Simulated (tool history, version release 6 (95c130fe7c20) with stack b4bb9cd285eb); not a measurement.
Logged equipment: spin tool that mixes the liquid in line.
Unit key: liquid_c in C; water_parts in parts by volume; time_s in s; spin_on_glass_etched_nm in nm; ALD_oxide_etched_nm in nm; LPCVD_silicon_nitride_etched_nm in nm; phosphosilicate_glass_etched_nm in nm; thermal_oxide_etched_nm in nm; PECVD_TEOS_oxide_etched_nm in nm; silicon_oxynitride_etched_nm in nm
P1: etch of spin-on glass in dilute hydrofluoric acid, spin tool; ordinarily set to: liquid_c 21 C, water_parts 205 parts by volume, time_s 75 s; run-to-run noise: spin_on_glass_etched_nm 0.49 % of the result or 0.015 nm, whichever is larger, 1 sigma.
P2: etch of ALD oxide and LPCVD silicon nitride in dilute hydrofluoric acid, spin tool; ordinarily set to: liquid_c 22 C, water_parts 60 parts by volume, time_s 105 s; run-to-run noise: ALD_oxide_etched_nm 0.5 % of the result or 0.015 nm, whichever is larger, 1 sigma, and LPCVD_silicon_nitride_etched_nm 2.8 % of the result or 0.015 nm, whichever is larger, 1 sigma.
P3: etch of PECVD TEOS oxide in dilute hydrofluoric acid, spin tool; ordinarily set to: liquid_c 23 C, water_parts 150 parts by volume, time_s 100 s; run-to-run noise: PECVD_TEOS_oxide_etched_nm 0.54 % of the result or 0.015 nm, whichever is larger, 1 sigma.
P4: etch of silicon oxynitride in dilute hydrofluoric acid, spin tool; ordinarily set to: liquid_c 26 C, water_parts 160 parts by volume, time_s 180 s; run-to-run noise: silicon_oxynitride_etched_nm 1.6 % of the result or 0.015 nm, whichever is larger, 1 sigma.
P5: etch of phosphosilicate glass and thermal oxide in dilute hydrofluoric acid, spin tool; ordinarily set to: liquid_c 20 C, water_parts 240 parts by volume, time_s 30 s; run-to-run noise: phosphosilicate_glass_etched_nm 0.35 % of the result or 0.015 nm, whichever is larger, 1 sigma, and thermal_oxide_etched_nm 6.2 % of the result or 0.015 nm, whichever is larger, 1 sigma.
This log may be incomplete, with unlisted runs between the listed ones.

| run | hour | process | liquid_c | water_parts | time_s | spin_on_glass_etched_nm | ALD_oxide_etched_nm | LPCVD_silicon_nitride_etched_nm | phosphosilicate_glass_etched_nm | thermal_oxide_etched_nm | PECVD_TEOS_oxide_etched_nm | silicon_oxynitride_etched_nm |
|---|---|---|---|---|---|---|---|---|---|---|---|---|
| 1 | 5.8 | P1 | 21 | 205 | 75 | 6.2478 |  |  |  |  |  |  |
| 2 | 11.6 | P2 | 22 | 60 | 35 |  | 14.736 | 0.24238 |  |  |  |  |
| 3 | 19.2 | P1 | 29.5 | 205 | 75 | 8.5914 |  |  |  |  |  |  |
| 4 | 24.5 | P5 | 20 | 240 | 30 |  |  |  | 12.371 | 0.46529 |  |  |
| 5 | 30.3 | P1 | 21 | 205 | 75 | 6.3695 |  |  |  |  |  |  |
| 6 | 39.4 | P3 | 23 | 150 | 190 |  |  |  |  |  | 12.442 |  |
| 7 | 46.3 | P1 | 17 | 110 | 75 | 11.027 |  |  |  |  |  |  |
| 8 | 51 | P5 | 20 | 240 | 15 |  |  |  | 6.1771 | 0.21088 |  |  |
| 9 | 55.9 | P3 | 23 | 150 | 100 |  |  |  |  |  | 6.6109 |  |
| 10 | 61.1 | P1 | 25.5 | 70 | 75 | 25.921 |  |  |  |  |  |  |
| 11 | 65.3 | P3 | 18 | 150 | 100 |  |  |  |  |  | 5.3748 |  |
| 12 | 69.8 | P2 | 26.5 | 60 | 105 |  | 53.394 | 0.97033 |  |  |  |  |
| 13 | 78.6 | P4 | 30 | 160 | 180 |  |  |  |  |  |  | 2.2903 |
| 14 | 86.7 | P5 | 20 | 240 | 30 |  |  |  | 12.364 | 0.44771 |  |  |
| 15 | 92.5 | P1 | 21 | 205 | 75 | 6.296 |  |  |  |  |  |  |
| 16 | 98.6 | P1 | 17 | 105 | 75 | 11.567 |  |  |  |  |  |  |
| 17 | 106.1 | P2 | 22 | 60 | 105 |  | 44.077 | 0.75777 |  |  |  |  |
| 18 | 113 | P1 | 21 | 205 | 75 | 6.3143 |  |  |  |  |  |  |
| 19 | 117.5 | P4 | 26 | 160 | 180 |  |  |  |  |  |  | 1.9051 |
| 20 | 126.4 | P2 | 22 | 30 | 105 |  | 90.944 | 1.3978 |  |  |  |  |
| 21 | 133.1 | P1 | 21 | 75 | 75 | 19.802 |  |  |  |  |  |  |
| 22 | 137.8 | P1 | 21 | 205 | 75 | 6.3386 |  |  |  |  |  |  |
| 23 | 147.1 | P1 | 21 | 205 | 15 | 1.2741 |  |  |  |  |  |  |
| 24 | 155.3 | P4 | 26 | 50 | 180 |  |  |  |  |  |  | 6.5971 |
| 25 | 161.5 | P5 | 25 | 240 | 30 |  |  |  | 14.767 | 0.47094 |  |  |
| 26 | 170.4 | P2 | 22 | 60 | 105 |  | 44.104 | 0.70227 |  |  |  |  |
| 27 | 178.3 | P4 | 26 | 160 | 15 |  |  |  |  |  |  | 0.15646 |
| 28 | 187.1 | P1 | 21 | 205 | 75 | 6.3265 |  |  |  |  |  |  |
| 29 | 195.2 | P1 | 21 | 205 | 110 | 9.2071 |  |  |  |  |  |  |
| 30 | 201.3 | P5 | 20 | 395 | 30 |  |  |  | 6.5457 | 0.22679 |  |  |
| 31 | 209.9 | P3 | 23 | 260 | 100 |  |  |  |  |  | 3.3521 |  |
| 32 | 215.5 | P1 | 17 | 205 | 75 | 5.427 |  |  |  |  |  |  |
| 33 | 224.7 | P1 | 21 | 350 | 75 | 3.231 |  |  |  |  |  |  |
| 34 | 232.3 | P1 | 21 | 205 | 75 | 6.315 |  |  |  |  |  |  |
| 35 | 239.7 | P1 | 21 | 205 | 75 | 6.1166 |  |  |  |  |  |  |
| 36 | 246.8 | P1 | 21 | 205 | 75 | 5.9584 |  |  |  |  |  |  |
| 37 | 255.1 | P1 | 21 | 205 | 75 | 5.9387 |  |  |  |  |  |  |
| 38 | 263.7 | P1 | 21 | 205 | 75 | 5.8696 |  |  |  |  |  |  |
| 39 | 269.8 | P1 | 21 | 205 | 75 | 5.8677 |  |  |  |  |  |  |
| 40 | 278.5 | P1 | 21 | 205 | 75 | 5.8306 |  |  |  |  |  |  |
| 41 | 284.7 | P1 | 21 | 205 | 75 | 5.8209 |  |  |  |  |  |  |
| 42 | 292.5 | P1 | 21 | 205 | 75 | 5.8379 |  |  |  |  |  |  |

P1 no longer gives what it gave before; its output has crept away from where it was. The following 2 causes, each at its listed size, fit the log equally well:
A: hydrofluoric acid flow below the setpoint (%) = 6.61
B: liquid colder than its thermometer reads (K) = 2.15
The creep began at about hour 232.3.

The list below offers 4 check runs, each averaging the results of 5 wafers, and shows each result as a question mark. For which of them would the listed causes give clearly different results?
| check 1 | 300.3 | P4 | 26 | 160 | 180 |  |  |  |  |  |  | ? |
| check 2 | 300.3 | P2 | 22 | 60 | 105 |  | ? | ? |  |  |  |  |
| check 3 | 300.3 | P5 | 20 | 240 | 30 |  |  |  | ? | ? |  |  |
| check 4 | 300.3 | P3 | 23 | 150 | 100 |  |  |  |  |  | ? |  |

Outcome of each check run for each possible cause:
| check | result | if A | if B |
|---|---|---|---|
| check 1 | silicon_oxynitride_etched_nm | 1.7003 | 1.6676 |
| check 2 | ALD_oxide_etched_nm | 40.813 | 40.154 |
| check 2 | LPCVD_silicon_nitride_etched_nm | 0.68488 | 0.63174 |
| check 3 | phosphosilicate_glass_etched_nm | 11.365 | 11.389 |
| check 3 | thermal_oxide_etched_nm | 0.40485 | 0.40572 |
| check 4 | PECVD_TEOS_oxide_etched_nm | 6.102 | 6.0792 |
Distance between the nearest two causes, measured in the result of the check that separates them most: check 1 1.94 %; check 2 8.08 %; check 3 0.21 %; check 4 0.37 %
Only check 2 tells the causes apart: in the others they would give nearly the same result.

With check 2 done, the readings were: ALD_oxide_etched_nm 40.077 nm; LPCVD_silicon_nitride_etched_nm 0.62275 nm. Identify which of the listed causes applies.

B is the cause: liquid colder than its thermometer reads (K).

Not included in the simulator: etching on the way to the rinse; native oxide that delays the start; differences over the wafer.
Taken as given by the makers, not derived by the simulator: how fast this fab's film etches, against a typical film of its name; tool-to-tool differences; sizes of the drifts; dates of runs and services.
